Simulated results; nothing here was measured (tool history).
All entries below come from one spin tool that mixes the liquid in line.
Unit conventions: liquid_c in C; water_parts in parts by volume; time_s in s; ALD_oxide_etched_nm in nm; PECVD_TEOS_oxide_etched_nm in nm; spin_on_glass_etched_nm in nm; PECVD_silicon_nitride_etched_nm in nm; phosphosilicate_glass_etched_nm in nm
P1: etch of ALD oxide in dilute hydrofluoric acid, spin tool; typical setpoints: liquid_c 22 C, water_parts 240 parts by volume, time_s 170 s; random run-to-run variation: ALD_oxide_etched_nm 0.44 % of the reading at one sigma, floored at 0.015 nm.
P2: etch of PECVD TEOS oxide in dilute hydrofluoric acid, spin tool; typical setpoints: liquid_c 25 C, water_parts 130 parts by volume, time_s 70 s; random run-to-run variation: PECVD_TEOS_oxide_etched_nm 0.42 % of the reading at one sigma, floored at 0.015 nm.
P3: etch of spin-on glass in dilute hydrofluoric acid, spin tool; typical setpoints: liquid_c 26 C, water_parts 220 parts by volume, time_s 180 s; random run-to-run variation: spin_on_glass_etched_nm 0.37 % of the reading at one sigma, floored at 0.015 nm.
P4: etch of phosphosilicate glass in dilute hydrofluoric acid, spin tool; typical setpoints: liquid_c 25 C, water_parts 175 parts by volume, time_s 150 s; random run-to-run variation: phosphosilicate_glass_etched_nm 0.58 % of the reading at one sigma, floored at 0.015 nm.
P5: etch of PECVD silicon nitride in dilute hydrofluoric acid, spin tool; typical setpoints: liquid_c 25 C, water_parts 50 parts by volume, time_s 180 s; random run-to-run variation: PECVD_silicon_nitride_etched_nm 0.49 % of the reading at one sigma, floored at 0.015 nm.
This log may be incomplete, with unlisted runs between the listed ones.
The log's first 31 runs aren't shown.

run	hour	process	liquid_c	water_parts	time_s	hours since the thermometer was replaced	hours since the hydrofluoric acid flow meter was replaced	ALD_oxide_etched_nm	PECVD_TEOS_oxide_etched_nm	spin_on_glass_etched_nm	PECVD_silicon_nitride_etched_nm	phosphosilicate_glass_etched_nm
32	265.6	P1	22	240	170	833.6	649.7	5.2553				
33	271.3	P1	22	240	170	839.3	655.4	5.0889				
34	276.3	P1	22	240	170	844.3	660.4	5.0642				
35	286.1	P1	22	240	170	854.1	670.2	4.9569				
36	293.6	P1	22	240	170	861.6	677.7	4.9358				
37	301.6	P1	22	240	170	869.6	685.7	4.9187				
38	310.9	P1	22	240	170	878.9	695	4.8288				
39	321.5	P1	22	240	170	889.5	705.6	4.7826				
40	332.5	P1	22	240	170	900.5	716.6	4.8339				

What does the tool deliver on the next run?
41	343.3	P1	22	240	170	911.3	727.4	?				

{"run 41": {"ALD_oxide_etched_nm": 4.77}}
